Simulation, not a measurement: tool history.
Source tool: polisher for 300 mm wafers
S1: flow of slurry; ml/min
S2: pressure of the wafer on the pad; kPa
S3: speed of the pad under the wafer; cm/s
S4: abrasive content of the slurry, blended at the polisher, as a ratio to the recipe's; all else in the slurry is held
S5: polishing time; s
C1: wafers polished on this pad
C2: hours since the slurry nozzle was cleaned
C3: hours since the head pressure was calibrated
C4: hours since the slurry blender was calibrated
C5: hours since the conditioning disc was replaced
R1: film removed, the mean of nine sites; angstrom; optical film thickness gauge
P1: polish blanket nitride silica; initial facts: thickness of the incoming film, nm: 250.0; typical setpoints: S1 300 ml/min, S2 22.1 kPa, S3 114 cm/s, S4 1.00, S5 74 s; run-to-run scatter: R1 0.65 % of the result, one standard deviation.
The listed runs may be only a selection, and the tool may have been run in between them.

run    day   S1    S2   S3    S4  S5    C1     C2     C3     C4     C5      R1
  1  0.133  300  22.1  114  1.00  74   950  347.7  327.1  304.5  201.3  483.61
  2  0.300  300  22.1  114  1.00  74   980  351.7  331.1  308.5  205.3  482.56
  3  0.450  180  22.1  114  1.00  74  1007  355.3  334.7  312.1  208.9  455.55
  4  0.588  300  22.1  180  1.00  74  1033  358.6  338.0  315.4  212.2  688.52
     0.633  -- slurry nozzle cleaned
  5  0.754  300  22.1  114  1.25  74  1063    3.0  342.0  319.4  216.2  521.65
  6  0.971  300  22.1  114  1.00  74  1102    8.2  347.2  324.6  221.4  484.79
  7  1.100  445  22.1  114  1.00  49  1126   11.3  350.3  327.7  224.5  328.12
  8  1.258  300  22.1  114  1.00  35  1155   15.1  354.1  331.5  228.3  227.36
     1.471  -- head pressure recalibrated
  9  1.475  300  31.0  114  1.00  74  1194   20.3    0.1  336.7  233.5  676.78
 10  1.679  300  22.1  114  1.00  74  1231   25.2    5.0  341.6  238.4  482.20
     1.717  -- slurry blender recalibrated
 11  1.875  300  22.1  114  1.00  74  1267   29.9    9.7    3.8  243.1  480.02
 12  2.017  300  22.1  114  0.55  74  1293   33.3   13.1    7.2  246.5  350.93
 13  2.229  445  22.1  114  1.00  74  1332   38.4   18.2   12.3  251.6  491.14
 14  2.429  300  11.0  114  1.00  74  1368   43.2   23.0   17.1  256.4  237.58

For run 15, what comes out?
 15  2.629  300  22.1  114  1.00  100  1404  48.0  27.8  21.9  261.2   ?

Run 15 measured R1 650.88 angstrom.

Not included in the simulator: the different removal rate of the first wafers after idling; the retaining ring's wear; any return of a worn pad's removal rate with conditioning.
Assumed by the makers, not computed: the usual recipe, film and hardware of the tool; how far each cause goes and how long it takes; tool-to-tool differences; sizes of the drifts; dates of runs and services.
